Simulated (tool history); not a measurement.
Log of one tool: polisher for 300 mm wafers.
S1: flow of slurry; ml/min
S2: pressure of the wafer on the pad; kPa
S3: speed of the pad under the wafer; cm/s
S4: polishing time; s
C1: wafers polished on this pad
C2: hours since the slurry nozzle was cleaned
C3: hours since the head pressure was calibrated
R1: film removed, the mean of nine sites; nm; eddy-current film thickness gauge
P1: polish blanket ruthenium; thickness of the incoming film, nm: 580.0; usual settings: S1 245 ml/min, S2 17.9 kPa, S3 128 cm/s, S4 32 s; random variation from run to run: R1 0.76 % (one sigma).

{"run": 1, "hour": 5.6, "S1": 245, "S2": 17.9, "S3": 128, "S4": 32, "C1": 888, "C2": 272.8, "C3": 65.5, "R1": 61.973}
{"run": 2, "hour": 14.7, "S1": 245, "S2": 17.9, "S3": 128, "S4": 23, "C1": 1024, "C2": 281.9, "C3": 74.6, "R1": 44.027}
{"run": 3, "hour": 23.1, "S1": 245, "S2": 17.9, "S3": 128, "S4": 32, "C1": 1150, "C2": 290.3, "C3": 83, "R1": 61.316}
{"run": 4, "hour": 28.5, "S1": 245, "S2": 17.9, "S3": 128, "S4": 32, "C1": 1231, "C2": 295.7, "C3": 88.4, "R1": 62.08}
{"run": 5, "hour": 37.5, "S1": 245, "S2": 17.9, "S3": 128, "S4": 32, "C1": 1365, "C2": 304.7, "C3": 97.4, "R1": 62.012}
{"run": 6, "hour": 44.7, "S1": 370, "S2": 17.9, "S3": 128, "S4": 32, "C1": 1473, "C2": 311.9, "C3": 104.6, "R1": 64.665}
{"run": 7, "hour": 51.6, "S1": 245, "S2": 17.9, "S3": 128, "S4": 46, "C1": 1576, "C2": 318.8, "C3": 111.5, "R1": 88.693}
{"run": 8, "hour": 58.8, "S1": 245, "S2": 24.8, "S3": 128, "S4": 32, "C1": 1684, "C2": 326, "C3": 118.7, "R1": 83.83}
{"run": 9, "hour": 65.6, "S1": 245, "S2": 17.9, "S3": 78, "S4": 32, "C1": 1786, "C2": 332.8, "C3": 125.5, "R1": 37.354}
{"run": 10, "hour": 71.6, "S1": 340, "S2": 25.5, "S3": 128, "S4": 32, "C1": 1876, "C2": 338.8, "C3": 131.5, "R1": 91.174}
{"run": 11, "hour": 79.9, "S1": 245, "S2": 17.9, "S3": 128, "S4": 32, "C1": 2000, "C2": 347.1, "C3": 139.8, "R1": 61.785}
{"run": 12, "hour": 84.3, "S1": 145, "S2": 17.9, "S3": 128, "S4": 32, "C1": 2066, "C2": 351.5, "C3": 144.2, "R1": 57.312}
{"run": 13, "hour": 88.3, "S1": 245, "S2": 17.9, "S3": 200, "S4": 32, "C1": 2125, "C2": 355.5, "C3": 148.2, "R1": 96.004}
{"run": 14, "hour": 97.2, "S1": 245, "S2": 8.3, "S3": 128, "S4": 32, "C1": 2259, "C2": 364.4, "C3": 157.1, "R1": 28.559}
{"run": 15, "hour": 104.8, "S1": 245, "S2": 17.9, "S3": 128, "S4": 32, "C1": 2372, "C2": 372, "C3": 164.7, "R1": 62.037}
{"run": 16, "hour": 110.7, "S1": 245, "S2": 17.9, "S3": 128, "S4": 32, "C1": 2461, "C2": 377.9, "C3": 170.6, "R1": 60.75}
{"run": 17, "hour": 115.3, "S1": 245, "S2": 17.9, "S3": 128, "S4": 32, "C1": 2529, "C2": 382.5, "C3": 175.2, "R1": 60.704}
{"run": 18, "hour": 119.3, "S1": 245, "S2": 17.9, "S3": 128, "S4": 32, "C1": 2589, "C2": 386.5, "C3": 179.2, "R1": 59.476}
{"run": 19, "hour": 126.6, "S1": 245, "S2": 17.9, "S3": 128, "S4": 32, "C1": 2698, "C2": 393.8, "C3": 186.5, "R1": 59.401}
{"hour": 135.4, "done": "worn pad replaced by a new one"}
{"run": 20, "hour": 135.7, "S1": 245, "S2": 17.9, "S3": 128, "S4": 32, "C1": 5, "C2": 402.9, "C3": 195.6, "R1": 58.939}
{"run": 21, "hour": 141.9, "S1": 245, "S2": 17.9, "S3": 128, "S4": 32, "C1": 97, "C2": 409.1, "C3": 201.8, "R1": 58.753}
{"run": 22, "hour": 146.3, "S1": 245, "S2": 17.9, "S3": 128, "S4": 32, "C1": 163, "C2": 413.5, "C3": 206.2, "R1": 58.306}
{"run": 23, "hour": 154.7, "S1": 245, "S2": 17.9, "S3": 128, "S4": 32, "C1": 289, "C2": 421.9, "C3": 214.6, "R1": 57.99}
{"run": 24, "hour": 160.8, "S1": 245, "S2": 17.9, "S3": 128, "S4": 32, "C1": 380, "C2": 428, "C3": 220.7, "R1": 58.08}
{"run": 25, "hour": 169.9, "S1": 245, "S2": 17.9, "S3": 128, "S4": 32, "C1": 516, "C2": 437.1, "C3": 229.8, "R1": 58.134}

What P1 gives has crept away from where it was. These 2 causes fit the log equally well, each at the size given:
A: head's pressure below its setpoint, % = 5.66
B: slurry flow missing at the pad, % = 35.2
The creep began at about hour 104.8.
Why every other cause is out:
removal rate lost through wear of the pad, %: serviced at hour 135.4, which brought nothing back

4 check runs are offered, each on 3 wafers whose results are averaged, their results left as question marks. Which one tells the causes apart?
{"run": "check 1", "hour": 179.0, "S1": 245, "S2": 17.9, "S3": 196, "S4": 42, "R1": "?"}
{"run": "check 2", "hour": 179.0, "S1": 245, "S2": 22.1, "S3": 164, "S4": 32, "R1": "?"}
{"run": "check 3", "hour": 179.0, "S1": 145, "S2": 17.9, "S3": 128, "S4": 32, "R1": "?"}
{"run": "check 4", "hour": 179.0, "S1": 245, "S2": 17.9, "S3": 128, "S4": 46, "R1": "?"}

What each check would give under each cause:
check=check_1 result=R1 if_A=116.78 if_B=116.79
check=check_2 result=R1 if_A=91.63 if_B=91.635
check=check_3 result=R1 if_A=53.981 if_B=52.066
check=check_4 result=R1 if_A=83.529 if_B=83.533
How far apart the two closest causes lie, in the result that separates them most: check 1 0.01 %; check 2 0.01 %; check 3 3.61 %; check 4 0.01 %
Check 3 tells the causes apart: in the others they would give nearly the same result.

Then check 3 was run and gave: R1 52.101 nm. Which cause is it?

It is B: slurry flow missing at the pad, %.
